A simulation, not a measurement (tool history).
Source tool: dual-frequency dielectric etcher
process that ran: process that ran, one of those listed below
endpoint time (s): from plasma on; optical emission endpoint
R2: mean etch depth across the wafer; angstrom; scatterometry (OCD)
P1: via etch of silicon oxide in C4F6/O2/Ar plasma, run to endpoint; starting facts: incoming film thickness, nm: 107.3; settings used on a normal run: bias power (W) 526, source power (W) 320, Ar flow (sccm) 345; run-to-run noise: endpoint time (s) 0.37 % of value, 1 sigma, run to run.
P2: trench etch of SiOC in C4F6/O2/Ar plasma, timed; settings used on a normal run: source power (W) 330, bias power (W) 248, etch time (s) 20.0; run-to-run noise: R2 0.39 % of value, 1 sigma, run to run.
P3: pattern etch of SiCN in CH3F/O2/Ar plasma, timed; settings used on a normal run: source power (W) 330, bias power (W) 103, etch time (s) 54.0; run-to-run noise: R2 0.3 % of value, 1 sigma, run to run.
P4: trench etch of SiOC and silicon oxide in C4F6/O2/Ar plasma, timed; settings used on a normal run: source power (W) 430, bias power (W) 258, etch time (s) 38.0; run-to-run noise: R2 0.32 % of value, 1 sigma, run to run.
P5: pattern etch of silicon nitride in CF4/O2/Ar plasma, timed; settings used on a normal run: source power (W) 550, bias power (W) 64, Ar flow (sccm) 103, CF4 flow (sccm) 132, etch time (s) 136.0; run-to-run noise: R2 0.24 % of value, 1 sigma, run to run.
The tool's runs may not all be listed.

{"run": 1, "hour": 5.8, "process that ran": "P1", "bias power (W)": 526, "source power (W)": 320, "Ar flow (sccm)": 345, "endpoint time (s)": 25.53}
{"run": 2, "hour": 13.7, "process that ran": "P1", "bias power (W)": 526, "source power (W)": 320, "Ar flow (sccm)": 345, "endpoint time (s)": 25.426}
{"run": 3, "hour": 25.3, "process that ran": "P5", "bias power (W)": 64, "source power (W)": 550, "Ar flow (sccm)": 103, "CF4 flow (sccm)": 132, "etch time (s)": 136.0, "R2": 3260.4}
{"run": 4, "hour": 31.3, "process that ran": "P3", "bias power (W)": 103, "source power (W)": 330, "etch time (s)": 30.0, "R2": 119.13}
{"run": 5, "hour": 42.7, "process that ran": "P4", "bias power (W)": 258, "source power (W)": 430, "etch time (s)": 38.0, "R2": 847.97}
{"run": 6, "hour": 51.5, "process that ran": "P3", "bias power (W)": 127, "source power (W)": 330, "etch time (s)": 54.0, "R2": 232.92}
{"run": 7, "hour": 58.5, "process that ran": "P1", "bias power (W)": 526, "source power (W)": 240, "Ar flow (sccm)": 441, "endpoint time (s)": 29.132}
{"run": 8, "hour": 66.5, "process that ran": "P1", "bias power (W)": 526, "source power (W)": 320, "Ar flow (sccm)": 345, "endpoint time (s)": 25.524}
{"run": 9, "hour": 75.0, "process that ran": "P1", "bias power (W)": 526, "source power (W)": 320, "Ar flow (sccm)": 345, "endpoint time (s)": 25.503}
{"run": 10, "hour": 86.3, "process that ran": "P3", "bias power (W)": 103, "source power (W)": 330, "etch time (s)": 54.0, "R2": 214.79}
{"run": 11, "hour": 92.1, "process that ran": "P1", "bias power (W)": 526, "source power (W)": 380, "Ar flow (sccm)": 345, "endpoint time (s)": 24.053}
{"run": 12, "hour": 100.3, "process that ran": "P1", "bias power (W)": 526, "source power (W)": 320, "Ar flow (sccm)": 279, "endpoint time (s)": 24.871}
{"run": 13, "hour": 111.0, "process that ran": "P4", "bias power (W)": 258, "source power (W)": 570, "etch time (s)": 38.0, "R2": 942.23}
{"run": 14, "hour": 119.7, "process that ran": "P1", "bias power (W)": 526, "source power (W)": 320, "Ar flow (sccm)": 432, "endpoint time (s)": 26.151}
{"run": 15, "hour": 126.8, "process that ran": "P1", "bias power (W)": 526, "source power (W)": 230, "Ar flow (sccm)": 345, "endpoint time (s)": 28.799}
{"run": 16, "hour": 132.9, "process that ran": "P4", "bias power (W)": 258, "source power (W)": 430, "etch time (s)": 48.0, "R2": 1067.8}
{"run": 17, "hour": 141.9, "process that ran": "P2", "bias power (W)": 248, "source power (W)": 330, "etch time (s)": 12.5, "R2": 258.83}
{"run": 18, "hour": 148.1, "process that ran": "P1", "bias power (W)": 526, "source power (W)": 260, "Ar flow (sccm)": 454, "endpoint time (s)": 28.266}
{"run": 19, "hour": 153.8, "process that ran": "P2", "bias power (W)": 146, "source power (W)": 330, "etch time (s)": 20.0, "R2": 350.23}
{"run": 20, "hour": 159.8, "process that ran": "P5", "bias power (W)": 64, "source power (W)": 780, "Ar flow (sccm)": 103, "CF4 flow (sccm)": 132, "etch time (s)": 136.0, "R2": 4387.6}
{"run": 21, "hour": 170.6, "process that ran": "P2", "bias power (W)": 248, "source power (W)": 200, "etch time (s)": 20.0, "R2": 342.48}
{"run": 22, "hour": 177.4, "process that ran": "P2", "bias power (W)": 248, "source power (W)": 330, "etch time (s)": 20.0, "R2": 412.73}
{"run": 23, "hour": 184.3, "process that ran": "P4", "bias power (W)": 354, "source power (W)": 430, "etch time (s)": 38.0, "R2": 938.77}
{"run": 24, "hour": 191.4, "process that ran": "P1", "bias power (W)": 676, "source power (W)": 320, "Ar flow (sccm)": 345, "endpoint time (s)": 23.118}
{"hour": 198.0, "done": "source power generator calibrated"}
{"run": 25, "hour": 201.4, "process that ran": "P5", "bias power (W)": 76, "source power (W)": 550, "Ar flow (sccm)": 103, "CF4 flow (sccm)": 132, "etch time (s)": 136.0, "R2": 3467.1}
{"run": 26, "hour": 210.9, "process that ran": "P5", "bias power (W)": 64, "source power (W)": 550, "Ar flow (sccm)": 127, "CF4 flow (sccm)": 132, "etch time (s)": 136.0, "R2": 3171.4}
{"run": 27, "hour": 216.7, "process that ran": "P1", "bias power (W)": 411, "source power (W)": 320, "Ar flow (sccm)": 345, "endpoint time (s)": 27.912}
{"run": 28, "hour": 227.1, "process that ran": "P5", "bias power (W)": 64, "source power (W)": 550, "Ar flow (sccm)": 103, "CF4 flow (sccm)": 132, "etch time (s)": 172.5, "R2": 4111.3}
{"run": 29, "hour": 235.1, "process that ran": "P5", "bias power (W)": 64, "source power (W)": 550, "Ar flow (sccm)": 103, "CF4 flow (sccm)": 179, "etch time (s)": 136.0, "R2": 3359.7}
{"run": 30, "hour": 240.8, "process that ran": "P3", "bias power (W)": 103, "source power (W)": 210, "etch time (s)": 54.0, "R2": 181.88}
{"run": 31, "hour": 248.5, "process that ran": "P1", "bias power (W)": 526, "source power (W)": 320, "Ar flow (sccm)": 345, "endpoint time (s)": 25.524}
{"run": 32, "hour": 258.4, "process that ran": "P1", "bias power (W)": 526, "source power (W)": 320, "Ar flow (sccm)": 345, "endpoint time (s)": 25.788}
{"run": 33, "hour": 265.2, "process that ran": "P1", "bias power (W)": 526, "source power (W)": 320, "Ar flow (sccm)": 345, "endpoint time (s)": 25.906}
{"run": 34, "hour": 273.4, "process that ran": "P1", "bias power (W)": 526, "source power (W)": 320, "Ar flow (sccm)": 345, "endpoint time (s)": 25.839}
{"run": 35, "hour": 279.4, "process that ran": "P1", "bias power (W)": 526, "source power (W)": 320, "Ar flow (sccm)": 345, "endpoint time (s)": 26.034}
{"hour": 284.3, "done": "wet clean of the chamber"}
{"run": 36, "hour": 290.4, "process that ran": "P1", "bias power (W)": 526, "source power (W)": 320, "Ar flow (sccm)": 345, "endpoint time (s)": 25.73}
{"run": 37, "hour": 297.1, "process that ran": "P1", "bias power (W)": 526, "source power (W)": 320, "Ar flow (sccm)": 345, "endpoint time (s)": 25.881}
{"run": 38, "hour": 307.5, "process that ran": "P1", "bias power (W)": 526, "source power (W)": 320, "Ar flow (sccm)": 345, "endpoint time (s)": 25.894}
{"run": 39, "hour": 315.9, "process that ran": "P1", "bias power (W)": 526, "source power (W)": 320, "Ar flow (sccm)": 345, "endpoint time (s)": 26.0}
{"run": 40, "hour": 322.8, "process that ran": "P1", "bias power (W)": 526, "source power (W)": 320, "Ar flow (sccm)": 345, "endpoint time (s)": 25.947}

Compared with where it was, what P1 gives has crept away. Each cause listed below fits the log as well as the rest, at the size given for it:
A: source power that arrives under what is set, % = 4.97
B: bias power that arrives under what is set, % = 4.8
At approximately hour 248.5, the process output began to creep.
Excluded causes, each with its reason:
chamber walls in a state that lowers the etch rate, %: serviced at hour 284.3, after the change had begun; the process did not return to its earlier output
Ar flow that arrives over what is set, %: capped at 8; at that size endpoint time (s) would change by +0.9 %, too little to explain the creep or opposite to it

4 check runs are offered, one wafer each, their results left as question marks. Which one tells the causes apart?
{"run": "check 1", "hour": 329.7, "process that ran": "P4", "bias power (W)": 339, "source power (W)": 430, "etch time (s)": 38.0, "R2": "?"}
{"run": "check 2", "hour": 329.7, "process that ran": "P3", "bias power (W)": 103, "source power (W)": 330, "etch time (s)": 30.5, "R2": "?"}
{"run": "check 3", "hour": 329.7, "process that ran": "P5", "bias power (W)": 74, "source power (W)": 550, "Ar flow (sccm)": 103, "CF4 flow (sccm)": 163, "etch time (s)": 136.0, "R2": "?"}
{"run": "check 4", "hour": 329.7, "process that ran": "P2", "bias power (W)": 162, "source power (W)": 260, "etch time (s)": 20.0, "R2": "?"}

Predicted outcomes, by check and by cause:
check=check_1 result=R2 if_A=914.40 if_B=916.01
check=check_2 result=R2 if_A=119.26 if_B=119.25
check=check_3 result=R2 if_A=3347.50 if_B=3434.30
check=check_4 result=R2 if_A=322.72 if_B=324.05
Distance between the nearest two causes, measured in the result of the check that separates them most: check 1 0.18 %; check 2 0.01 %; check 3 2.56 %; check 4 0.41 %
Check 3 distinguishes between the causes, while the remaining checks would return nearly the same result for all of them.

Running check 3 produced the following: R2 3427.50 angstrom. Which one of the listed causes fits?

The cause is B: bias power that arrives under what is set, %.

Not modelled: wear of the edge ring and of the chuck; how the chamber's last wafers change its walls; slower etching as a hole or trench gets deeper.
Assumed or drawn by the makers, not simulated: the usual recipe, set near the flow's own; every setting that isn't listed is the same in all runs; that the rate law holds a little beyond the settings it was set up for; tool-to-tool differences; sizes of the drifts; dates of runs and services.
